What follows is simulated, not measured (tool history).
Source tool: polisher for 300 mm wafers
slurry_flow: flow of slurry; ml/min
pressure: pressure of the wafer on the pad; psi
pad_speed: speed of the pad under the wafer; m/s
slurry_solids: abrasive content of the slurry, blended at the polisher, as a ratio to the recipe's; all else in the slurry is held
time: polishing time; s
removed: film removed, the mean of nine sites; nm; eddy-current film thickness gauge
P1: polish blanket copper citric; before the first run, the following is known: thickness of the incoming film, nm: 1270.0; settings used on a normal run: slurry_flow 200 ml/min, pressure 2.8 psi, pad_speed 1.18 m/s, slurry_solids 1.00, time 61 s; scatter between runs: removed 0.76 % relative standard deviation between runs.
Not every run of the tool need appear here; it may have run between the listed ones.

run	hour	slurry_flow	pressure	pad_speed	slurry_solids	time	removed
1	14.5	200	2.8	1.18	1.00	61	149.570
2	27.7	200	2.8	1.18	1.00	61	148.070
3	36.7	200	4.0	0.90	1.00	61	162.090
4	43.8	200	1.7	1.18	1.00	61	93.406
5	59.5	200	2.8	0.58	1.00	61	74.111
6	73.0	200	2.8	1.18	1.25	61	154.910
7	85.1	200	2.8	1.18	1.00	90	220.540
8	99.2	200	2.8	1.18	1.00	61	150.220
# hour 99.4: slurry blender recalibrated
9	113.7	200	2.8	1.18	0.50	61	129.650
10	122.5	200	2.8	1.18	1.00	61	150.750
11	137.7	200	2.8	1.18	1.00	61	151.630
12	151.6	200	2.8	1.50	0.70	61	176.450
13	159.2	150	2.8	1.18	1.30	61	152.070
14	169.2	280	2.8	1.18	1.00	61	157.350
15	182.3	120	2.8	1.18	1.00	61	137.860
16	190.0	200	4.4	1.18	1.00	61	232.310
17	201.8	200	2.8	1.18	1.00	43	106.550
18	215.6	200	2.8	1.82	1.00	61	226.260
19	231.4	200	2.8	1.18	1.00	61	148.560
20	241.0	200	2.8	1.18	1.00	61	145.570
21	248.6	200	2.8	1.18	1.00	61	145.030

Estimate the outcome of run 22 from the log above:
22	260.2	200	2.8	1.18	1.00	61	?

removed: 144.830 nm

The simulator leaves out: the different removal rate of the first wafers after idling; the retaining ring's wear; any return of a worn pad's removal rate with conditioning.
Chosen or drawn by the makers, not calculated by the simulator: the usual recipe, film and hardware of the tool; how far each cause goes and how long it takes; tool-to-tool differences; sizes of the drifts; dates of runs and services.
